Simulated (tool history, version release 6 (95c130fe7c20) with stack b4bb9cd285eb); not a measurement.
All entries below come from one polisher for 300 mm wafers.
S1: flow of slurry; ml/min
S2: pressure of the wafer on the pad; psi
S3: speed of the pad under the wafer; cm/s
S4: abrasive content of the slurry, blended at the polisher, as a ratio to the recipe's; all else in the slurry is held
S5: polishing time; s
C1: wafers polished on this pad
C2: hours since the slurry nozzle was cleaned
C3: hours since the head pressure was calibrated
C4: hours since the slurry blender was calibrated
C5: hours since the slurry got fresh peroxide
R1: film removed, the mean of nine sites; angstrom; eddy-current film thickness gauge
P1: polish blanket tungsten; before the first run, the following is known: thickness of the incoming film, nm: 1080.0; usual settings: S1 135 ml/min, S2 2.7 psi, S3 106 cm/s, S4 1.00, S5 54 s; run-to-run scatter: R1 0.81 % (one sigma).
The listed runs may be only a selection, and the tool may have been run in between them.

| run | hour | S1 | S2 | S3 | S4 | S5 | C1 | C2 | C3 | C4 | C5 | R1 |
|---|---|---|---|---|---|---|---|---|---|---|---|---|
| 1 | 5.4 | 135 | 2.7 | 106 | 1.00 | 54 | 997 | 588.3 | 346.5 | 177.8 | 89.1 | 1929.80 |
| 2 | 11.6 | 135 | 2.7 | 106 | 0.55 | 54 | 1061 | 594.5 | 352.7 | 184.0 | 95.3 | 1680.30 |
| 3 | 18.5 | 135 | 2.7 | 106 | 1.00 | 54 | 1133 | 601.4 | 359.6 | 190.9 | 102.2 | 1912.20 |
| 4 | 27.1 | 135 | 2.7 | 106 | 1.30 | 54 | 1222 | 610.0 | 368.2 | 199.5 | 110.8 | 2050.90 |
| 5 | 37.4 | 135 | 2.7 | 106 | 1.00 | 54 | 1329 | 620.3 | 378.5 | 209.8 | 121.1 | 1913.60 |
| 6 | 46.7 | 175 | 2.7 | 106 | 1.00 | 54 | 1426 | 629.6 | 387.8 | 219.1 | 130.4 | 2003.20 |
| 7 | 51.4 | 135 | 2.7 | 106 | 1.00 | 54 | 1475 | 634.3 | 392.5 | 223.8 | 135.1 | 1911.10 |
| 8 | 60.4 | 135 | 2.7 | 56 | 1.00 | 54 | 1568 | 643.3 | 401.5 | 232.8 | 144.1 | 1020.80 |
|  | 67.2 | head pressure recalibrated |
| 9 | 67.9 | 135 | 4.2 | 106 | 1.00 | 54 | 1646 | 650.8 | 0.8 | 240.3 | 151.6 | 2994.20 |
| 10 | 76.5 | 135 | 2.7 | 106 | 1.00 | 54 | 1735 | 659.4 | 9.4 | 248.9 | 160.2 | 1920.80 |
| 11 | 86.5 | 135 | 2.7 | 64 | 1.00 | 26 | 1839 | 669.4 | 19.4 | 258.9 | 170.2 | 569.30 |
| 12 | 93.1 | 135 | 2.7 | 106 | 1.00 | 24 | 1908 | 676.0 | 26.0 | 265.5 | 176.8 | 853.43 |
| 13 | 97.8 | 105 | 1.8 | 106 | 1.00 | 54 | 1956 | 680.7 | 30.7 | 270.2 | 181.5 | 1206.50 |
| 14 | 105.2 | 135 | 4.1 | 106 | 0.70 | 54 | 2033 | 688.1 | 38.1 | 277.6 | 188.9 | 2673.20 |
| 15 | 114.4 | 135 | 1.5 | 106 | 1.00 | 54 | 2129 | 697.3 | 47.3 | 286.8 | 198.1 | 1063.50 |
| 16 | 122.4 | 135 | 2.7 | 106 | 1.00 | 86 | 2212 | 705.3 | 55.3 | 294.8 | 206.1 | 3061.80 |
| 17 | 127.2 | 135 | 2.7 | 168 | 1.00 | 54 | 2262 | 710.1 | 60.1 | 299.6 | 210.9 | 3064.60 |
| 18 | 133.5 | 80 | 2.7 | 106 | 1.00 | 54 | 2327 | 716.4 | 66.4 | 305.9 | 217.2 | 1682.90 |
| 19 | 142.9 | 135 | 2.7 | 106 | 1.00 | 54 | 2425 | 725.8 | 75.8 | 315.3 | 226.6 | 1905.60 |
| 20 | 151.1 | 135 | 2.7 | 106 | 1.00 | 54 | 2510 | 734.0 | 84.0 | 323.5 | 234.8 | 1867.80 |
| 21 | 159.3 | 135 | 2.7 | 106 | 1.00 | 54 | 2595 | 742.2 | 92.2 | 331.7 | 243.0 | 1799.60 |
|  | 163.8 | head pressure recalibrated |
|  | 167.5 | worn pad replaced by a new one |
| 22 | 168.9 | 135 | 2.7 | 106 | 1.00 | 54 | 15 | 751.8 | 5.1 | 341.3 | 252.6 | 1746.30 |
|  | 173.5 | slurry tank refilled with fresh slurry and peroxide |
| 23 | 175.4 | 135 | 2.7 | 106 | 1.00 | 54 | 82 | 758.3 | 11.6 | 347.8 | 1.9 | 1747.10 |
| 24 | 180.7 | 135 | 2.7 | 106 | 1.00 | 54 | 137 | 763.6 | 16.9 | 353.1 | 7.2 | 1750.80 |
| 25 | 186.7 | 135 | 2.7 | 106 | 1.00 | 54 | 200 | 769.6 | 22.9 | 359.1 | 13.2 | 1764.50 |
| 26 | 193.1 | 135 | 2.7 | 106 | 1.00 | 54 | 266 | 776.0 | 29.3 | 365.5 | 19.6 | 1769.30 |
| 27 | 198.5 | 135 | 2.7 | 106 | 1.00 | 54 | 322 | 781.4 | 34.7 | 370.9 | 25.0 | 1749.70 |

The output of P1 has drifted from where it used to be. Each of the 2 causes below, taken at the size shown beside it, accounts for the log equally well:
A: slurry flow missing at the pad, % = 34.7
B: abrasive missing from the slurry, % = 34.7
The creep began at about hour 142.9.
What rules out each remaining cause:
removal rate lost through wear of the pad, %: serviced at hour 167.5, which brought nothing back
head's pressure below its setpoint, %: serviced at hour 163.8, which brought nothing back
peroxide lost from the slurry, %: serviced at hour 173.5, which brought nothing back

Each of the check runs listed below is run on 2 wafers and reports their average, with the results left as question marks. Pick the one under which the possible causes would lead to clearly different results.
| check 1 | 203.9 | 80 | 1.7 | 106 | 1.00 | 54 |  |  |  |  |  | ? |
| check 2 | 203.9 | 135 | 2.1 | 106 | 1.00 | 24 |  |  |  |  |  | ? |
| check 3 | 203.9 | 135 | 2.7 | 106 | 0.70 | 83 |  |  |  |  |  | ? |
| check 4 | 203.9 | 135 | 4.1 | 132 | 1.00 | 54 |  |  |  |  |  | ? |

Check results expected under each cause:
| check | result | if A | if B |
|---|---|---|---|
| check 1 | R1 | 915.85 | 968.22 |
| check 2 | R1 | 603.44 | 603.47 |
| check 3 | R1 | 2469.80 | 2478.90 |
| check 4 | R1 | 3301.10 | 3301.20 |
Distance between the nearest two causes, measured in the result of the check that separates them most: check 1 5.56 %; check 2 0 %; check 3 0.37 %; check 4 0 %
Of the check runs offered, only check 1 discriminates between the causes; the rest would read about the same regardless of which cause applies.

Running check 1 produced the following: R1 971.90 angstrom. Which one of the listed causes fits?

It is B: abrasive missing from the slurry, %.
